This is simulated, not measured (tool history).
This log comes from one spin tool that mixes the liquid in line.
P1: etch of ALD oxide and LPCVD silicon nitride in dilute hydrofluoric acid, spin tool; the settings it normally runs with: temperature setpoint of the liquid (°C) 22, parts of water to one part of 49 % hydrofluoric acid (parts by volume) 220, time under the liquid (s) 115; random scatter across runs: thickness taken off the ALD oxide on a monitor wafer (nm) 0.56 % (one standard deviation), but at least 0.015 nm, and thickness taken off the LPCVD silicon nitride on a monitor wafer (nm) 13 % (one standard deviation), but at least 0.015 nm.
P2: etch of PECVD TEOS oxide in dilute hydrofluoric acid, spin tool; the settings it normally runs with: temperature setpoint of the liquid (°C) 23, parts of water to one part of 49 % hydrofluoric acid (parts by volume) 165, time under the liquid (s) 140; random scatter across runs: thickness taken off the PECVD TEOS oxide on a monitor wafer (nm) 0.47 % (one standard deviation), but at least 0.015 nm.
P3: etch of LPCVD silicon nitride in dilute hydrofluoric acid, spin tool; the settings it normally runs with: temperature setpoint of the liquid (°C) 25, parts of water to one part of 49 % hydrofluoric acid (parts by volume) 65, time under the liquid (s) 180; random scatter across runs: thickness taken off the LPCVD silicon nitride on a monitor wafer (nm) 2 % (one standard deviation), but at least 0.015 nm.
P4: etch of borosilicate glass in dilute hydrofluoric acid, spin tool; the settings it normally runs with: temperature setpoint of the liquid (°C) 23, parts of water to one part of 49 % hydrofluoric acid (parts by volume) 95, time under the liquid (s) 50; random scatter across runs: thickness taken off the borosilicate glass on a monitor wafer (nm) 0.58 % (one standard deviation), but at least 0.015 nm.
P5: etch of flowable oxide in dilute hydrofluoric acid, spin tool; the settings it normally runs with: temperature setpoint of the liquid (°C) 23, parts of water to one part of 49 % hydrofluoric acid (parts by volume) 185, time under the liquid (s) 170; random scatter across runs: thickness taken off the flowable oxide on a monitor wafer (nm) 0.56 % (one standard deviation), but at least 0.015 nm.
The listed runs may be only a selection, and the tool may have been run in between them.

run,hour,process that ran,temperature setpoint of the liquid (°C),parts of water to one part of 49 % hydrofluoric acid (parts by volume),time under the liquid (s),hours since the thermometer was replaced,hours since the hydrofluoric acid flow meter was replaced,thickness taken off the ALD oxide on a monitor wafer (nm),thickness taken off the LPCVD silicon nitride on a monitor wafer (nm),thickness taken off the flowable oxide on a monitor wafer (nm),thickness taken off the borosilicate glass on a monitor wafer (nm),thickness taken off the PECVD TEOS oxide on a monitor wafer (nm)
1,8.4,P1,22,220,115,318.3,570.1,5.1358,0.20607,,,
2,14.3,P1,22,220,15,324.2,576,0.69281,0.061821,,,
3,21.2,P5,31,185,170,331.1,582.9,,,32.629,,
4,28.5,P4,23,95,50,338.4,590.2,,,,19.664,
5,33.9,P1,22,95,115,343.8,595.6,13.938,0.53567,,,
6,40,P4,23,95,50,349.9,601.7,,,,19.7,
7,49.9,P1,17,220,115,359.8,611.6,4.2538,0.16255,,,
8,55.4,P3,25,65,280,365.3,617.1,,2.0263,,,
9,65.1,P4,23,95,15,375,626.8,,,,5.8326,
10,71.8,P4,17,95,50,381.7,633.5,,,,15.272,
11,79.7,P5,23,185,15,389.6,641.4,,,2.1421,,
12,87.2,P2,23,165,15,397.1,648.9,,,,,1.9578
13,94.3,P2,17,165,140,404.2,656,,,,,14.321
14,99.6,P1,22,220,115,409.5,661.3,5.1931,0.21323,,,
15,109.3,P5,23,265,170,419.2,671,,,15.776,,
16,115.2,P5,23,185,170,425.1,676.9,,,24.381,,
17,124.2,P3,21,65,180,434.1,685.9,,1.0196,,,
18,132.2,P1,22,220,115,442.1,693.9,5.1617,0.17884,,,
19,142.1,P1,29.5,220,115,452,703.8,6.7538,0.35954,,,
20,146.7,P1,29.5,220,160,456.6,708.4,9.4807,0.46678,,,
21,154.2,P3,25,20,180,464.1,715.9,,4.164,,,
22,163.2,P1,22,220,205,473.1,724.9,9.2438,0.32574,,,
23,168.6,P2,23,165,140,478.5,730.3,,,,,18.094
24,176.3,P3,25,65,180,486.2,738,,1.318,,,
25,181.2,P3,25,65,180,491.1,742.9,,1.2784,,,
26,189,P1,22,360,115,498.9,750.7,2.7981,0.13861,,,
27,196.3,P5,23,185,170,506.2,758,,,24.518,,
28,201.6,P1,22,220,115,511.5,763.3,5.147,0.24157,,,
29,209,P2,23,260,140,518.9,770.7,,,,,10.527
30,215.7,P4,23,155,50,525.6,777.4,,,,11.155,
31,222.5,P1,22,220,115,532.4,784.2,5.1742,0.19018,,,
32,230.9,P1,22,220,115,540.8,792.6,5.1807,0.23596,,,
33,240.9,P1,22,220,115,550.8,802.6,5.3484,0.24233,,,
34,247.6,P1,22,220,115,557.5,809.3,5.413,0.22199,,,
35,253.2,P1,22,220,115,563.1,814.9,5.406,0.25755,,,
36,262.4,P1,22,220,115,572.3,824.1,5.5025,0.19093,,,

The next listed run, before its measurement:
37,267.2,P1,22,220,115,577.1,828.9,?,?,,,

thickness taken off the ALD oxide on a monitor wafer (nm): 5.5515
thickness taken off the LPCVD silicon nitride on a monitor wafer (nm): 0.20126
